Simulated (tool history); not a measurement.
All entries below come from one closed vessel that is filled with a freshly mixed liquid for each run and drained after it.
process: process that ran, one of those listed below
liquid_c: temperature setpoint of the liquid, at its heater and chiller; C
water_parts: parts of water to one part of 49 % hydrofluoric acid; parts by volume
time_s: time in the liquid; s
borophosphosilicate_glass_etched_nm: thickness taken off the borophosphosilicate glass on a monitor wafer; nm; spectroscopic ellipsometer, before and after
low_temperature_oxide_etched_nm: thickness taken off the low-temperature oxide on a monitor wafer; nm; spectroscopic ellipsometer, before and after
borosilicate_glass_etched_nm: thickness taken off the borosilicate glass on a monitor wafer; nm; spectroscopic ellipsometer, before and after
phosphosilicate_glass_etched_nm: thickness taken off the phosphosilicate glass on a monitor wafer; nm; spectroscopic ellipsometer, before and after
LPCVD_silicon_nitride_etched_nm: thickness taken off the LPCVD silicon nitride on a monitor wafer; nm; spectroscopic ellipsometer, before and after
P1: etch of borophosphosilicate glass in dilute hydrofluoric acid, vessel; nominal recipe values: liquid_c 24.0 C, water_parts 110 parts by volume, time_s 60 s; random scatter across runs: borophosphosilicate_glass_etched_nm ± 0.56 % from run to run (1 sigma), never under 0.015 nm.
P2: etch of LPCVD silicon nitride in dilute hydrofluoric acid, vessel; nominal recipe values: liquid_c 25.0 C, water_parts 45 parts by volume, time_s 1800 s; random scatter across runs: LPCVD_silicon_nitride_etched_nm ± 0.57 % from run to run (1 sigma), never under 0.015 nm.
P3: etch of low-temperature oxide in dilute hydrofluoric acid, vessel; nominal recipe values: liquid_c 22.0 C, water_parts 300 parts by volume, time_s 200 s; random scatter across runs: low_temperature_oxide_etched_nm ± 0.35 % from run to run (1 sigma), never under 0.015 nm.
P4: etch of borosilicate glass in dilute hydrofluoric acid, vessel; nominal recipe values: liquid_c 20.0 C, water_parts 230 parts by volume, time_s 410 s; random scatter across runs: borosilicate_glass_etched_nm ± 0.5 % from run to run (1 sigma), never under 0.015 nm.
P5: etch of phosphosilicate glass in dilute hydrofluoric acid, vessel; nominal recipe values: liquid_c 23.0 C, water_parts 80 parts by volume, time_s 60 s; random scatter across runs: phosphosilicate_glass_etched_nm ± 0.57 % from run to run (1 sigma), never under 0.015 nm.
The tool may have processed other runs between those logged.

run,hour,process,liquid_c,water_parts,time_s,hours since the thermometer was replaced,hours since the hydrofluoric acid flow meter was replaced,borophosphosilicate_glass_etched_nm,low_temperature_oxide_etched_nm,borosilicate_glass_etched_nm,phosphosilicate_glass_etched_nm,LPCVD_silicon_nitride_etched_nm
1,8.0,P1,24.0,110,60,616.7,1323.4,36.185,,,,
2,19.4,P1,24.0,110,60,628.1,1334.8,36.053,,,,
3,30.5,P3,22.0,140,200,639.2,1345.9,,24.696,,,
4,39.0,P4,27.5,230,410,647.7,1354.4,,,66.416,,
5,46.1,P5,23.0,20,60,654.8,1361.5,,,,631.140,
6,57.9,P1,31.0,195,60,666.6,1373.3,23.908,,,,
7,69.1,P1,17.0,110,60,677.8,1384.5,27.125,,,,
8,79.0,P1,24.0,195,60,687.7,1394.4,18.636,,,,
9,86.6,P3,22.0,300,385,695.3,1402.0,,18.994,,,
10,93.8,P1,24.0,110,60,702.5,1409.2,36.169,,,,
11,101.0,P1,24.0,110,60,709.7,1416.4,36.214,,,,
12,107.7,P1,24.0,25,60,716.4,1423.1,178.010,,,,
13,114.4,P1,24.0,110,60,723.1,1429.8,36.324,,,,
14,125.8,P1,30.0,110,60,734.5,1441.2,46.010,,,,
15,134.9,P3,29.0,300,200,743.6,1450.3,,12.576,,,
16,146.7,P2,25.0,45,1800,755.4,1462.1,,,,,24.251
17,153.9,P1,24.0,110,60,762.6,1469.3,36.298,,,,
18,166.5,P5,23.0,80,60,775.2,1481.9,,,,146.350,
19,177.5,P5,23.0,80,60,786.2,1492.9,,,,145.930,
20,190.9,P2,25.0,45,2820,799.6,1506.3,,,,,37.804
21,199.6,P2,25.0,25,1800,808.3,1515.0,,,,,43.117
22,209.9,P4,20.0,75,410,818.6,1525.3,,,183.240,,
23,221.8,P5,23.0,80,30,830.5,1537.2,,,,73.187,
24,234.1,P1,24.0,110,30,842.8,1549.5,18.216,,,,
25,242.9,P3,22.0,300,200,851.6,1558.3,,9.842,,,
# hour 244.9: hydrofluoric acid flow meter replaced
26,256.0,P4,20.0,230,780,864.7,11.1,,,97.165,,
27,269.0,P4,20.0,230,410,877.7,24.1,,,50.817,,
28,276.0,P2,17.0,45,1800,884.7,31.1,,,,,14.033
29,285.3,P5,19.0,80,60,894.0,40.4,,,,124.520,
30,295.1,P1,24.0,110,95,903.8,50.2,57.411,,,,
31,306.1,P4,20.0,230,410,914.8,61.2,,,50.746,,
32,313.9,P1,24.0,110,60,922.6,69.0,36.532,,,,
33,325.4,P1,24.0,110,60,934.1,80.5,37.339,,,,
34,334.7,P1,24.0,110,60,943.4,89.8,37.928,,,,
35,344.8,P1,24.0,110,60,953.5,99.9,37.879,,,,
36,357.4,P1,24.0,110,60,966.1,112.5,38.474,,,,
37,369.6,P1,24.0,110,60,978.3,124.7,38.322,,,,
38,378.0,P1,24.0,110,60,986.7,133.1,38.589,,,,
39,387.9,P1,24.0,110,60,996.6,143.0,38.350,,,,
40,400.4,P1,24.0,110,60,1009.1,155.5,38.576,,,,
41,408.2,P1,24.0,110,60,1016.9,163.3,38.895,,,,
42,421.7,P1,24.0,110,60,1030.4,176.8,38.854,,,,
43,430.8,P1,24.0,110,60,1039.5,185.9,38.703,,,,

P1 has crept away from where it was. The log is fitted equally well by each of these 2 causes, at the sizes shown:
A: hydrofluoric acid flow above the setpoint (%) = 6.07
B: liquid hotter than its thermometer reads (K) = 1.71
The drift started at roughly hour 313.9.

The check runs listed below each take one wafer, and their results are still question marks. Under which run would the listed causes lead to clearly different results?
check 1,439.9,P2,19.0,30,1800,,,,,,,?
check 2,439.9,P4,20.0,125,410,,,,,?,,
check 3,439.9,P5,23.0,20,60,,,,,,?,
check 4,439.9,P3,22.0,190,200,,,,?,,,

Outcome of each check run for each possible cause:
check,result,if A,if B
check 1,LPCVD_silicon_nitride_etched_nm,25.207,26.854
check 2,borosilicate_glass_etched_nm,111.080,111.290
check 3,phosphosilicate_glass_etched_nm,670.140,678.280
check 4,low_temperature_oxide_etched_nm,18.576,18.467
Per-check spread between the two closest causes, in the result where they differ most: check 1 6.33 %; check 2 0.19 %; check 3 1.21 %; check 4 0.59 %
Only in check 1 would the causes give clearly different results; in the remaining checks their results would be nearly the same.

Check 1 was then run and gave: LPCVD_silicon_nitride_etched_nm 26.868 nm. Which cause is it?

The correct cause is B, namely: liquid hotter than its thermometer reads (K).

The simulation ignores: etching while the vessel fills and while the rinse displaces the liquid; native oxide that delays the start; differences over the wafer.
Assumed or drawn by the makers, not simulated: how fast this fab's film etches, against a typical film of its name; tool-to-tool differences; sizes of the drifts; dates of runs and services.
